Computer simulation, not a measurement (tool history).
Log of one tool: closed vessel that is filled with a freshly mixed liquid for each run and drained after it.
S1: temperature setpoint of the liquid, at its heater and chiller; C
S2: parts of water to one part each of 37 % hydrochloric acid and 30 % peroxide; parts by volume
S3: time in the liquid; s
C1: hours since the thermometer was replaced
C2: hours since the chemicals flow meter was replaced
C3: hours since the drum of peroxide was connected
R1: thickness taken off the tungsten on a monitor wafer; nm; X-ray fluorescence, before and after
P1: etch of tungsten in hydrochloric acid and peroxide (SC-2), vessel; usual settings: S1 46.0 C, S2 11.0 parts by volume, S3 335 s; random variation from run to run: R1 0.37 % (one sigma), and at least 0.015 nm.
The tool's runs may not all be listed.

Run 1, hour 3.5: S1 46.0 C, S2 11.0 parts by volume, S3 335 s; C1 387.9; C2 442.6; C3 735.8. Result: R1 56.614 nm.
Run 2, hour 7.8: S1 46.0 C, S2 11.0 parts by volume, S3 335 s; C1 392.2; C2 446.9; C3 740.1. Result: R1 56.423 nm.
Run 3, hour 11.6: S1 46.0 C, S2 11.0 parts by volume, S3 335 s; C1 396.0; C2 450.7; C3 743.9. Result: R1 56.594 nm.
Run 4, hour 15.8: S1 59.5 C, S2 11.0 parts by volume, S3 335 s; C1 400.2; C2 454.9; C3 748.1. Result: R1 137.290 nm.
Run 5, hour 20.8: S1 46.0 C, S2 11.0 parts by volume, S3 335 s; C1 405.2; C2 459.9; C3 753.1. Result: R1 56.281 nm.
Run 6, hour 26.4: S1 59.5 C, S2 11.0 parts by volume, S3 650 s; C1 410.8; C2 465.5; C3 758.7. Result: R1 266.150 nm.
Run 7, hour 29.9: S1 46.0 C, S2 11.0 parts by volume, S3 335 s; C1 414.3; C2 469.0; C3 762.2. Result: R1 56.432 nm.
Run 8, hour 33.2: S1 46.0 C, S2 11.0 parts by volume, S3 85 s; C1 417.6; C2 472.3; C3 765.5. Result: R1 14.362 nm.
Run 9, hour 36.4: S1 46.0 C, S2 11.0 parts by volume, S3 665 s; C1 420.8; C2 475.5; C3 768.7. Result: R1 112.850 nm.
Run 10, hour 42.8: S1 46.0 C, S2 4.0 parts by volume, S3 335 s; C1 427.2; C2 481.9; C3 775.1. Result: R1 121.700 nm.
Run 11, hour 47.4: S1 35.0 C, S2 11.0 parts by volume, S3 335 s; C1 431.8; C2 486.5; C3 779.7. Result: R1 25.605 nm.
Run 12, hour 50.8: S1 46.0 C, S2 19.5 parts by volume, S3 335 s; C1 435.2; C2 489.9; C3 783.1. Result: R1 34.109 nm.
Run 13, hour 55.9: S1 58.0 C, S2 4.0 parts by volume, S3 335 s; C1 440.3; C2 495.0; C3 788.2. Result: R1 269.330 nm.
Run 14, hour 60.4: S1 46.0 C, S2 11.0 parts by volume, S3 335 s; C1 444.8; C2 499.5; C3 792.7. Result: R1 56.367 nm.
Run 15, hour 64.9: S1 46.0 C, S2 11.0 parts by volume, S3 335 s; C1 449.3; C2 504.0; C3 797.2. Result: R1 57.995 nm.
Run 16, hour 68.9: S1 46.0 C, S2 11.0 parts by volume, S3 335 s; C1 453.3; C2 508.0; C3 801.2. Result: R1 59.227 nm.
Run 17, hour 74.8: S1 46.0 C, S2 11.0 parts by volume, S3 335 s; C1 459.2; C2 513.9; C3 807.1. Result: R1 60.095 nm.
Run 18, hour 80.6: S1 46.0 C, S2 11.0 parts by volume, S3 335 s; C1 465.0; C2 519.7; C3 812.9. Result: R1 60.943 nm.
Run 19, hour 85.0: S1 46.0 C, S2 11.0 parts by volume, S3 335 s; C1 469.4; C2 524.1; C3 817.3. Result: R1 60.533 nm.
Run 20, hour 90.8: S1 46.0 C, S2 11.0 parts by volume, S3 335 s; C1 475.2; C2 529.9; C3 823.1. Result: R1 61.485 nm.
Run 21, hour 97.4: S1 46.0 C, S2 11.0 parts by volume, S3 335 s; C1 481.8; C2 536.5; C3 829.7. Result: R1 61.254 nm.

Run 22 comes next. What will it give?
Run 22, hour 103.7: S1 46.0 C, S2 11.0 parts by volume, S3 335 s; C1 488.1; C2 542.8; C3 836.0. Result: R1 ?.

Run 22 gave R1 61.195 nm.
